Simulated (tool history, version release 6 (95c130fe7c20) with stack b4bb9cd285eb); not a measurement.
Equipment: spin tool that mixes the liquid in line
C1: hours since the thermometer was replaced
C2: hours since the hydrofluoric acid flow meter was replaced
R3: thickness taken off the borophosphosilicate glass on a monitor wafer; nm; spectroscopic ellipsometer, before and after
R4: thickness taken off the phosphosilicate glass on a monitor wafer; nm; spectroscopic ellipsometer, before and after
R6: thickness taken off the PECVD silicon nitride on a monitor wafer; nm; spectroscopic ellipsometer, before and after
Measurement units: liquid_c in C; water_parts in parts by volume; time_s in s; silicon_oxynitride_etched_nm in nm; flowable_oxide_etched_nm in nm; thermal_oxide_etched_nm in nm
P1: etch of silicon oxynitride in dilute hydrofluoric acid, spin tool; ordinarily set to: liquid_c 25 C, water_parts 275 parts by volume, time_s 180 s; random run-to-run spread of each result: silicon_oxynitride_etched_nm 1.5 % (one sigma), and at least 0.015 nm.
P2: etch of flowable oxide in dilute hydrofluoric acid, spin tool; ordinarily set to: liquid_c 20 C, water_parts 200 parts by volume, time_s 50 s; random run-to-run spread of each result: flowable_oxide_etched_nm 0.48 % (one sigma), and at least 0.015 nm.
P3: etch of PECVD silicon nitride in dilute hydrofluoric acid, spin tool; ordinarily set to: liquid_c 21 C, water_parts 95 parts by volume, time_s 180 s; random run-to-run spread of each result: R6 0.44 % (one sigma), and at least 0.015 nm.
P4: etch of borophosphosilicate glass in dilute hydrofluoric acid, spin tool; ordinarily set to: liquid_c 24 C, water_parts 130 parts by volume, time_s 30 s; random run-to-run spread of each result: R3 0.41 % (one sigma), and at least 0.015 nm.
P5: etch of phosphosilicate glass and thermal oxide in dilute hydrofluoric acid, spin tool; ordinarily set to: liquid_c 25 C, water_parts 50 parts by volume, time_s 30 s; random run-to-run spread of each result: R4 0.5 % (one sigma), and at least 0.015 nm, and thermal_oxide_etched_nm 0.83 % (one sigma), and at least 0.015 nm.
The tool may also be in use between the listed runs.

Run 1, hour 5.5: process P1, liquid_c 25 C, water_parts 275 parts by volume, time_s 180 s; C1 721.8; C2 454.5. Result: silicon_oxynitride_etched_nm 1.4417 nm.
Run 2, hour 15.1: process P2, liquid_c 20 C, water_parts 200 parts by volume, time_s 50 s; C1 731.4; C2 464.1. Result: flowable_oxide_etched_nm 7.6599 nm.
Run 3, hour 21.1: process P1, liquid_c 25 C, water_parts 275 parts by volume, time_s 270 s; C1 737.4; C2 470.1. Result: silicon_oxynitride_etched_nm 2.1593 nm.
Run 4, hour 28.1: process P4, liquid_c 24 C, water_parts 130 parts by volume, time_s 60 s; C1 744.4; C2 477.1. Result: R3 24.313 nm.
Run 5, hour 34.8: process P1, liquid_c 25 C, water_parts 275 parts by volume, time_s 180 s; C1 751.1; C2 483.8. Result: silicon_oxynitride_etched_nm 1.4068 nm.
Run 6, hour 44.9: process P5, liquid_c 25 C, water_parts 50 parts by volume, time_s 30 s; C1 761.2; C2 493.9. Result: R4 73.479 nm, thermal_oxide_etched_nm 3.0692 nm.
Run 7, hour 54.4: process P1, liquid_c 25 C, water_parts 275 parts by volume, time_s 180 s; C1 770.7; C2 503.4. Result: silicon_oxynitride_etched_nm 1.4613 nm.
Run 8, hour 61: process P1, liquid_c 25 C, water_parts 275 parts by volume, time_s 80 s; C1 777.3; C2 510. Result: silicon_oxynitride_etched_nm 0.65437 nm.
Run 9, hour 69.1: process P2, liquid_c 20 C, water_parts 75 parts by volume, time_s 50 s; C1 785.4; C2 518.1. Result: flowable_oxide_etched_nm 23.212 nm.
Run 10, hour 78.3: process P4, liquid_c 18.5 C, water_parts 130 parts by volume, time_s 30 s; C1 794.6; C2 527.3. Result: R3 9.6442 nm.
Run 11, hour 89.7: process P1, liquid_c 25 C, water_parts 465 parts by volume, time_s 45 s; C1 806; C2 538.7. Result: silicon_oxynitride_etched_nm 0.1971 nm.
Run 12, hour 97.1: process P3, liquid_c 28.5 C, water_parts 95 parts by volume, time_s 180 s; C1 813.4; C2 546.1. Result: R6 10.526 nm.
Run 13, hour 103.6: process P5, liquid_c 25 C, water_parts 80 parts by volume, time_s 30 s; C1 819.9; C2 552.6. Result: R4 43.886 nm, thermal_oxide_etched_nm 1.8361 nm.
Run 14, hour 114.7: process P2, liquid_c 20 C, water_parts 200 parts by volume, time_s 15 s; C1 831; C2 563.7. Result: flowable_oxide_etched_nm 2.3261 nm.
Run 15, hour 122.4: process P3, liquid_c 21 C, water_parts 95 parts by volume, time_s 70 s; C1 838.7; C2 571.4. Result: R6 2.4871 nm.
Run 16, hour 134.3: process P5, liquid_c 25 C, water_parts 50 parts by volume, time_s 30 s; C1 850.6; C2 583.3. Result: R4 73.154 nm, thermal_oxide_etched_nm 3.0522 nm.
Run 17, hour 139.6: process P1, liquid_c 30.5 C, water_parts 275 parts by volume, time_s 180 s; C1 855.9; C2 588.6. Result: silicon_oxynitride_etched_nm 1.8145 nm.
Run 18, hour 146.1: process P1, liquid_c 25 C, water_parts 400 parts by volume, time_s 180 s; C1 862.4; C2 595.1. Result: silicon_oxynitride_etched_nm 0.87377 nm.
Run 19, hour 151.6: process P1, liquid_c 25 C, water_parts 140 parts by volume, time_s 90 s; C1 867.9; C2 600.6. Result: silicon_oxynitride_etched_nm 1.58 nm.
Run 20, hour 161.4: process P5, liquid_c 31.5 C, water_parts 50 parts by volume, time_s 30 s; C1 877.7; C2 610.4. Result: R4 95.611 nm, thermal_oxide_etched_nm 3.9482 nm.
Run 21, hour 173.1: process P1, liquid_c 28.5 C, water_parts 275 parts by volume, time_s 315 s; C1 889.4; C2 622.1. Result: silicon_oxynitride_etched_nm 3.0008 nm.
Run 22, hour 179.1: process P4, liquid_c 24 C, water_parts 220 parts by volume, time_s 30 s; C1 895.4; C2 628.1. Result: R3 6.4514 nm.
Run 23, hour 190.7: process P1, liquid_c 25 C, water_parts 165 parts by volume, time_s 180 s; C1 907; C2 639.7. Result: silicon_oxynitride_etched_nm 2.5203 nm.
Run 24, hour 199.8: process P2, liquid_c 20 C, water_parts 200 parts by volume, time_s 50 s; C1 916.1; C2 648.8. Result: flowable_oxide_etched_nm 7.6926 nm.
Run 25, hour 211.2: process P2, liquid_c 17 C, water_parts 200 parts by volume, time_s 50 s; C1 927.5; C2 660.2. Result: flowable_oxide_etched_nm 6.8083 nm.
Run 26, hour 216.6: process P3, liquid_c 21 C, water_parts 130 parts by volume, time_s 180 s; C1 932.9; C2 665.6. Result: R6 4.7317 nm.
Run 27, hour 227.9: process P4, liquid_c 24 C, water_parts 130 parts by volume, time_s 30 s; C1 944.2; C2 676.9. Result: R3 12.154 nm.
Run 28, hour 238: process P1, liquid_c 25 C, water_parts 275 parts by volume, time_s 180 s; C1 954.3; C2 687. Result: silicon_oxynitride_etched_nm 1.4253 nm.
Run 29, hour 247.6: process P1, liquid_c 17 C, water_parts 275 parts by volume, time_s 180 s; C1 963.9; C2 696.6. Result: silicon_oxynitride_etched_nm 1.0092 nm.
Run 30, hour 259.6: process P5, liquid_c 25 C, water_parts 50 parts by volume, time_s 50 s; C1 975.9; C2 708.6. Result: R4 121.64 nm, thermal_oxide_etched_nm 5.0947 nm.
Run 31, hour 266.2: process P3, liquid_c 21 C, water_parts 95 parts by volume, time_s 180 s; C1 982.5; C2 715.2. Result: R6 6.4565 nm.
Run 32, hour 277.9: process P1, liquid_c 25 C, water_parts 275 parts by volume, time_s 180 s; C1 994.2; C2 726.9. Result: silicon_oxynitride_etched_nm 1.4615 nm.
Run 33, hour 287.8: process P1, liquid_c 25 C, water_parts 275 parts by volume, time_s 180 s; C1 1004.1; C2 736.8. Result: silicon_oxynitride_etched_nm 1.4609 nm.
Run 34, hour 299.1: process P1, liquid_c 25 C, water_parts 275 parts by volume, time_s 180 s; C1 1015.4; C2 748.1. Result: silicon_oxynitride_etched_nm 1.4853 nm.
Run 35, hour 307.9: process P1, liquid_c 25 C, water_parts 275 parts by volume, time_s 180 s; C1 1024.2; C2 756.9. Result: silicon_oxynitride_etched_nm 1.5486 nm.
Run 36, hour 320.1: process P1, liquid_c 25 C, water_parts 275 parts by volume, time_s 180 s; C1 1036.4; C2 769.1. Result: silicon_oxynitride_etched_nm 1.5611 nm.
Run 37, hour 331.5: process P1, liquid_c 25 C, water_parts 275 parts by volume, time_s 180 s; C1 1047.8; C2 780.5. Result: silicon_oxynitride_etched_nm 1.5393 nm.
Run 38, hour 340.8: process P1, liquid_c 25 C, water_parts 275 parts by volume, time_s 180 s; C1 1057.1; C2 789.8. Result: silicon_oxynitride_etched_nm 1.5626 nm.
Run 39, hour 349.8: process P1, liquid_c 25 C, water_parts 275 parts by volume, time_s 180 s; C1 1066.1; C2 798.8. Result: silicon_oxynitride_etched_nm 1.6044 nm.
Run 40, hour 357.3: process P1, liquid_c 25 C, water_parts 275 parts by volume, time_s 180 s; C1 1073.6; C2 806.3. Result: silicon_oxynitride_etched_nm 1.5533 nm.

The log shows P1 creeping away from where it was. Any of the 2 causes listed here, at the size stated for it, fits the log just as well as the others:
A: hydrofluoric acid flow above the setpoint (%) = 7.86
B: liquid hotter than its thermometer reads (K) = 2.16
Onset of the creep was near hour 287.8.

Each of the 4 check runs below uses one wafer; its results are left as question marks. Which run tells the causes apart?
Run check 1, hour 364.8: process P3, liquid_c 21 C, water_parts 95 parts by volume, time_s 180 s. Result: R6 ?.
Run check 2, hour 364.8: process P5, liquid_c 25 C, water_parts 50 parts by volume, time_s 30 s. Result: R4 ?, thermal_oxide_etched_nm ?.
Run check 3, hour 364.8: process P4, liquid_c 24 C, water_parts 130 parts by volume, time_s 30 s. Result: R3 ?.
Run check 4, hour 364.8: process P2, liquid_c 20 C, water_parts 200 parts by volume, time_s 50 s. Result: flowable_oxide_etched_nm ?.

What every check run would give for each of its results, assuming each possible cause in turn:
  check                    result    if A    if B
check 1                        R6  6.9541  7.4649
check 2                        R4  79.405  79.955
check 2   thermal_oxide_etched_nm  3.3098  3.3327
check 3                        R3  13.188  13.135
check 4  flowable_oxide_etched_nm  8.3911  8.3274
Per check, the gap between the least separated pair of causes, taken in the result that splits them most: check 1 7.09 %; check 2 0.69 %; check 3 0.4 %; check 4 0.76 %
The causes can be told apart only by check 1. The other checks would give nearly the same results under each of them.

The results of check 1 are: R6 6.9213 nm. Based on these, which of the listed causes is it?

It is A: hydrofluoric acid flow above the setpoint (%).
